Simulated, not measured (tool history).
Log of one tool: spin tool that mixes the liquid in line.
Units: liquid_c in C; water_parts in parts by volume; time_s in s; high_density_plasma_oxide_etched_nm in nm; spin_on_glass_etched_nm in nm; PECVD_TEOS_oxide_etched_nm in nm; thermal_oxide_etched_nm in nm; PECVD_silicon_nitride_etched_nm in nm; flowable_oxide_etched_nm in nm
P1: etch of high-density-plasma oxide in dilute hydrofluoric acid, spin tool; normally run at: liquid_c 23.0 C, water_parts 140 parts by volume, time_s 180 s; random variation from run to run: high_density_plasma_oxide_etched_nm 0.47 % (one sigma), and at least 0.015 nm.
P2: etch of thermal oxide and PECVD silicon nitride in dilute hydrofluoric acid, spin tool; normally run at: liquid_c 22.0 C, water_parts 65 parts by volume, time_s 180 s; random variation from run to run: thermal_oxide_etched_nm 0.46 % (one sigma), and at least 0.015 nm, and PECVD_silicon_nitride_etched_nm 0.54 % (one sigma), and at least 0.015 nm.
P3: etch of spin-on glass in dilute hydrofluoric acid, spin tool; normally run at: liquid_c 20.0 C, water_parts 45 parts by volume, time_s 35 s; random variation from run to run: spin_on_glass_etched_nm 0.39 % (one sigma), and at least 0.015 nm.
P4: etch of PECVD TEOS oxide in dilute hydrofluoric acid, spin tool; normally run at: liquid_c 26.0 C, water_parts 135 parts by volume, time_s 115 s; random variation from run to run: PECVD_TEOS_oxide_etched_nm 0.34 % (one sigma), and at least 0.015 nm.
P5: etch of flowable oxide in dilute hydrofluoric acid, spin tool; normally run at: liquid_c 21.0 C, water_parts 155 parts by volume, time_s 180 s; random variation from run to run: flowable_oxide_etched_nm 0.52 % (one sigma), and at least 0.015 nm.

| run | hour | process | liquid_c | water_parts | time_s | hours since the thermometer was replaced | hours since the hydrofluoric acid flow meter was replaced | high_density_plasma_oxide_etched_nm | spin_on_glass_etched_nm | PECVD_TEOS_oxide_etched_nm | thermal_oxide_etched_nm | PECVD_silicon_nitride_etched_nm | flowable_oxide_etched_nm |
|---|---|---|---|---|---|---|---|---|---|---|---|---|---|
| 1 | 7.5 | P1 | 23.0 | 140 | 180 | 395.9 | 833.7 | 6.29610 |  |  |  |  |  |
| 2 | 13.4 | P1 | 17.0 | 225 | 180 | 401.8 | 839.6 | 2.86080 |  |  |  |  |  |
| 3 | 20.6 | P3 | 20.0 | 45 | 35 | 409.0 | 846.8 |  | 24.459 |  |  |  |  |
| 4 | 29.3 | P1 | 18.5 | 140 | 180 | 417.7 | 855.5 | 5.29330 |  |  |  |  |  |
| 5 | 36.3 | P4 | 26.0 | 135 | 115 | 424.7 | 862.5 |  |  | 12.3030 |  |  |  |
| 6 | 45.8 | P1 | 23.0 | 140 | 180 | 434.2 | 872.0 | 6.31630 |  |  |  |  |  |
| 7 | 52.8 | P1 | 23.0 | 140 | 180 | 441.2 | 879.0 | 6.37180 |  |  |  |  |  |
| 8 | 59.4 | P2 | 27.0 | 65 | 180 | 447.8 | 885.6 |  |  |  | 15.4070 | 5.8445 |  |
|  | 60.8 | thermometer replaced |
| 9 | 69.2 | P4 | 26.0 | 135 | 115 | 8.4 | 895.4 |  |  | 12.3720 |  |  |  |
| 10 | 76.4 | P4 | 26.0 | 135 | 15 | 15.6 | 902.6 |  |  | 1.5833 |  |  |  |
| 11 | 83.3 | P5 | 21.0 | 155 | 40 | 22.5 | 909.5 |  |  |  |  |  | 9.4693 |
| 12 | 93.2 | P1 | 23.0 | 140 | 260 | 32.4 | 919.4 | 9.07060 |  |  |  |  |  |
| 13 | 102.1 | P3 | 26.0 | 45 | 35 | 41.3 | 928.3 |  | 31.349 |  |  |  |  |
| 14 | 107.6 | P4 | 20.0 | 135 | 115 | 46.8 | 933.8 |  |  | 9.8136 |  |  |  |
| 15 | 113.9 | P1 | 23.0 | 255 | 180 | 53.1 | 940.1 | 3.05960 |  |  |  |  |  |
| 16 | 119.5 | P2 | 22.0 | 105 | 180 | 58.7 | 945.7 |  |  |  | 7.3951 | 2.6138 |  |
| 17 | 130.1 | P1 | 23.0 | 140 | 180 | 69.3 | 956.3 | 6.29980 |  |  |  |  |  |
| 18 | 138.2 | P5 | 21.0 | 50 | 180 | 77.4 | 964.4 |  |  |  |  |  | 148.2400 |
| 19 | 146.3 | P4 | 26.0 | 205 | 115 | 85.5 | 972.5 |  |  | 7.5299 |  |  |  |
| 20 | 154.4 | P1 | 23.0 | 140 | 15 | 93.6 | 980.6 | 0.52961 |  |  |  |  |  |
| 21 | 164.4 | P1 | 26.0 | 140 | 280 | 103.6 | 990.6 | 11.00600 |  |  |  |  |  |
| 22 | 170.6 | P5 | 21.0 | 155 | 180 | 109.8 | 996.8 |  |  |  |  |  | 42.7540 |
| 23 | 180.5 | P3 | 20.0 | 45 | 20 | 119.7 | 1006.7 |  | 13.978 |  |  |  |  |

Forecast run 24:
| 24 | 186.6 | P1 | 23.0 | 65 | 180 | 125.8 | 1012.8 | ? |  |  |  |  |  |

{"run 24": {"high_density_plasma_oxide_etched_nm": 14.9}}
